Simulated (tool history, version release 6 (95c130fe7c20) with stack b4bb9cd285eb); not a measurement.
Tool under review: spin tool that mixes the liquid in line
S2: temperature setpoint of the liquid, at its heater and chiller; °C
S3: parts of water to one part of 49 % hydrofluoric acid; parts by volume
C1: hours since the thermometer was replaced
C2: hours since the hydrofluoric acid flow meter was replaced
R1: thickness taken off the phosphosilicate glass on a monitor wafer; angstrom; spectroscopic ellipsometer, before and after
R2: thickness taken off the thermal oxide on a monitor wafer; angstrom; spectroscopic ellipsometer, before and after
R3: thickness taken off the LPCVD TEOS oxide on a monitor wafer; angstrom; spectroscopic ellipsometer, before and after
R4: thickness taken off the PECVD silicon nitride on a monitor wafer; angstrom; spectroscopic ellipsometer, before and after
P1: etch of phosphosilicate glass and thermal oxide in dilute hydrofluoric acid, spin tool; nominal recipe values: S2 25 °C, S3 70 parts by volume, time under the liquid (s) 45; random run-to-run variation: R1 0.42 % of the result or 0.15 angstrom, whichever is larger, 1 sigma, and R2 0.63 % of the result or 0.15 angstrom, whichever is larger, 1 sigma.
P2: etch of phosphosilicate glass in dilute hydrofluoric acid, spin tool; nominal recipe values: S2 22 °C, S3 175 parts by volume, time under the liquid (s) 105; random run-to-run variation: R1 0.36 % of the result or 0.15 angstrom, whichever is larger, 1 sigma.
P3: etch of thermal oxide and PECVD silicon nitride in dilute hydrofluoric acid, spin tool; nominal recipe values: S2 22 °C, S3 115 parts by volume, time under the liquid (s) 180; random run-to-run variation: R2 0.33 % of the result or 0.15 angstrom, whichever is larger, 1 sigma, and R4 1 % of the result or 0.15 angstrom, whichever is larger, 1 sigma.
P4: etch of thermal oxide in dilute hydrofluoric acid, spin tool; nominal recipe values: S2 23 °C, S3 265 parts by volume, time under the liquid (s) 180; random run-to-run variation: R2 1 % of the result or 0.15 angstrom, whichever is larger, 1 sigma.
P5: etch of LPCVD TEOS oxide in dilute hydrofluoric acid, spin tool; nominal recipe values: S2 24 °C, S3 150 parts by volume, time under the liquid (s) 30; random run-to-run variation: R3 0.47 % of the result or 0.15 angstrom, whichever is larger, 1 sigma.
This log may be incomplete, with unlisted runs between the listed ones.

run 1 hour=14 | process_that_ran=P1 S2=25 S3=70 time_under_the_liquid_(s)=45 | C1=1884.4 C2=406.1 | R1=499.53 R2=33.874
run 2 hour=20.3 | process_that_ran=P1 S2=25 S3=70 time_under_the_liquid_(s)=45 | C1=1890.7 C2=412.4 | R1=499.44 R2=34.411
run 3 hour=27.4 | process_that_ran=P5 S2=24 S3=150 time_under_the_liquid_(s)=60 | C1=1897.8 C2=419.5 | R3=95.834
run 4 hour=34.4 | process_that_ran=P1 S2=17.5 S3=70 time_under_the_liquid_(s)=45 | C1=1904.8 C2=426.5 | R1=367.59 R2=24.856
run 5 hour=42 | process_that_ran=P4 S2=23 S3=155 time_under_the_liquid_(s)=180 | C1=1912.4 C2=434.1 | R2=52.661
run 6 hour=55.4 | process_that_ran=P2 S2=22 S3=175 time_under_the_liquid_(s)=105 | C1=1925.8 C2=447.5 | R1=475.28
run 7 hour=63.2 | process_that_ran=P2 S2=22 S3=175 time_under_the_liquid_(s)=60 | C1=1933.6 C2=455.3 | R1=271.97
run 8 hour=76.3 | process_that_ran=P3 S2=22 S3=40 time_under_the_liquid_(s)=180 | C1=1946.7 C2=468.4 | R2=218.51 R4=65.425
run 9 hour=88.9 | process_that_ran=P2 S2=22 S3=75 time_under_the_liquid_(s)=105 | C1=1959.3 C2=481 | R1=1250.3
run 10 hour=98.7 | process_that_ran=P3 S2=22 S3=115 time_under_the_liquid_(s)=70 | C1=1969.1 C2=490.8 | R2=26.956 R4=8.9158
run 11 hour=111.8 | process_that_ran=P1 S2=25 S3=70 time_under_the_liquid_(s)=45 | C1=1982.2 C2=503.9 | R1=507.53 R2=34.157
run 12 hour=124.4 | process_that_ran=P4 S2=23 S3=265 time_under_the_liquid_(s)=180 | C1=1994.8 C2=516.5 | R2=26.722
run 13 hour=134.5 | process_that_ran=P4 S2=23 S3=265 time_under_the_liquid_(s)=355 | C1=2004.9 C2=526.6 | R2=53.592
run 14 hour=143.9 | process_that_ran=P3 S2=22 S3=115 time_under_the_liquid_(s)=180 | C1=2014.3 C2=536 | R2=70.151 R4=23.024
run 15 hour=156.2 | process_that_ran=P5 S2=30.5 S3=150 time_under_the_liquid_(s)=30 | C1=2026.6 C2=548.3 | R3=61.1
run 16 hour=169.2 | process_that_ran=P4 S2=17 S3=265 time_under_the_liquid_(s)=180 | C1=2039.6 C2=561.3 | R2=21.861
run 17 hour=176.6 | process_that_ran=P5 S2=24 S3=150 time_under_the_liquid_(s)=30 | C1=2047 C2=568.7 | R3=48.114
run 18 hour=186.3 | process_that_ran=P1 S2=31 S3=70 time_under_the_liquid_(s)=45 | C1=2056.7 C2=578.4 | R1=639.36 R2=42.527
run 19 hour=197.7 | process_that_ran=P3 S2=30 S3=115 time_under_the_liquid_(s)=180 | C1=2068.1 C2=589.8 | R2=94.622 R4=39.221
run 20 hour=205.7 | process_that_ran=P1 S2=31.5 S3=70 time_under_the_liquid_(s)=25 | C1=2076.1 C2=597.8 | R1=359.94 R2=24.011
run 21 hour=213.7 | process_that_ran=P2 S2=17 S3=175 time_under_the_liquid_(s)=105 | C1=2084.1 C2=605.8 | R1=391.58
run 22 hour=224.8 | process_that_ran=P1 S2=25 S3=70 time_under_the_liquid_(s)=45 | C1=2095.2 C2=616.9 | R1=501.36 R2=34.025
run 23 hour=234.2 | process_that_ran=P1 S2=25 S3=70 time_under_the_liquid_(s)=20 | C1=2104.6 C2=626.3 | R1=222.93 R2=15.139
run 24 hour=247.9 | process_that_ran=P4 S2=23 S3=265 time_under_the_liquid_(s)=180 | C1=2118.3 C2=640 | R2=27.268
run 25 hour=261.6 | process_that_ran=P1 S2=25 S3=70 time_under_the_liquid_(s)=75 | C1=2132 C2=653.7 | R1=841.9 R2=57.291
run 26 hour=272.9 | process_that_ran=P5 S2=24 S3=150 time_under_the_liquid_(s)=30 | C1=2143.3 C2=665 | R3=48.274
run 27 hour=285.7 | process_that_ran=P1 S2=25 S3=115 time_under_the_liquid_(s)=45 | C1=2156.1 C2=677.8 | R1=288.79 R2=19.5
run 28 hour=294.4 | process_that_ran=P1 S2=25 S3=25 time_under_the_liquid_(s)=45 | C1=2164.8 C2=686.5 | R1=1503 R2=101.06
run 29 hour=302.4 | process_that_ran=P2 S2=22 S3=175 time_under_the_liquid_(s)=105 | C1=2172.8 C2=694.5 | R1=478.93
run 30 hour=311.5 | process_that_ran=P5 S2=24 S3=60 time_under_the_liquid_(s)=30 | C1=2181.9 C2=703.6 | R3=133.43
run 31 hour=319.5 | process_that_ran=P1 S2=25 S3=70 time_under_the_liquid_(s)=45 | C1=2189.9 C2=711.6 | R1=500.9 R2=33.916
run 32 hour=330.1 | process_that_ran=P1 S2=25 S3=70 time_under_the_liquid_(s)=45 | C1=2200.5 C2=722.2 | R1=499.72 R2=33.998
run 33 hour=338.5 | process_that_ran=P1 S2=25 S3=70 time_under_the_liquid_(s)=45 | C1=2208.9 C2=730.6 | R1=491 R2=33.651
run 34 hour=347.2 | process_that_ran=P1 S2=25 S3=70 time_under_the_liquid_(s)=45 | C1=2217.6 C2=739.3 | R1=482.85 R2=33.052
run 35 hour=354.7 | process_that_ran=P1 S2=25 S3=70 time_under_the_liquid_(s)=45 | C1=2225.1 C2=746.8 | R1=481.6 R2=32.64
run 36 hour=368 | process_that_ran=P1 S2=25 S3=70 time_under_the_liquid_(s)=45 | C1=2238.4 C2=760.1 | R1=472.98 R2=32.135
run 37 hour=374.9 | process_that_ran=P1 S2=25 S3=70 time_under_the_liquid_(s)=45 | C1=2245.3 C2=767 | R1=471.74 R2=31.631
run 38 hour=381.9 | process_that_ran=P1 S2=25 S3=70 time_under_the_liquid_(s)=45 | C1=2252.3 C2=774 | R1=476.71 R2=31.936
run 39 hour=391 | process_that_ran=P1 S2=25 S3=70 time_under_the_liquid_(s)=45 | C1=2261.4 C2=783.1 | R1=470.72 R2=32.184
run 40 hour=400.4 | process_that_ran=P1 S2=25 S3=70 time_under_the_liquid_(s)=45 | C1=2270.8 C2=792.5 | R1=471.97 R2=31.611
run 41 hour=413.5 | process_that_ran=P1 S2=25 S3=70 time_under_the_liquid_(s)=45 | C1=2283.9 C2=805.6 | R1=469.46 R2=32.112
run 42 hour=423.4 | process_that_ran=P1 S2=25 S3=70 time_under_the_liquid_(s)=45 | C1=2293.8 C2=815.5 | R1=471.89 R2=31.88

P1 has crept away from where it was. The log is fitted equally well by each of these 2 causes, at the sizes shown:
A: hydrofluoric acid flow below the setpoint (%) = 6.1
B: liquid colder than its thermometer reads (K) = 1.71
The creep began at about hour 330.1.

You are offered 4 check runs, listed below with question marks in place of their results; each one averages 5 wafers. Which run separates the listed causes by giving clearly different results for each?
run check 1 hour=433.3 | process_that_ran=P4 S2=17 S3=265 time_under_the_liquid_(s)=355 | R2=?
run check 2 hour=433.3 | process_that_ran=P3 S2=28 S3=115 time_under_the_liquid_(s)=180 | R2=? R4=?
run check 3 hour=433.3 | process_that_ran=P5 S2=27.5 S3=65 time_under_the_liquid_(s)=30 | R3=?
run check 4 hour=433.3 | process_that_ran=P2 S2=17 S3=175 time_under_the_liquid_(s)=105 | R1=?

Expected result of each check under each candidate cause:
check=check_1 result=R2 if_A=39.762 if_B=40.205
check=check_2 result=R2 if_A=81.754 if_B=82.385
check=check_2 result=R4 if_A=32.28 if_B=30.829
check=check_3 result=R3 if_A=131.54 if_B=131.65
check=check_4 result=R1 if_A=363.75 if_B=365.15
Smallest distance between any two causes, each pair judged by its most separating result, in per cent: check 1 1.11 %; check 2 4.6 %; check 3 0.08 %; check 4 0.38 %
Check 2 is the one run that separates the causes; every other check would come out nearly the same whichever cause is at work.

Then check 2 was run and gave: R2 82.338 angstrom; R4 30.913 angstrom. Which cause is it?

B is the cause: liquid colder than its thermometer reads (K).
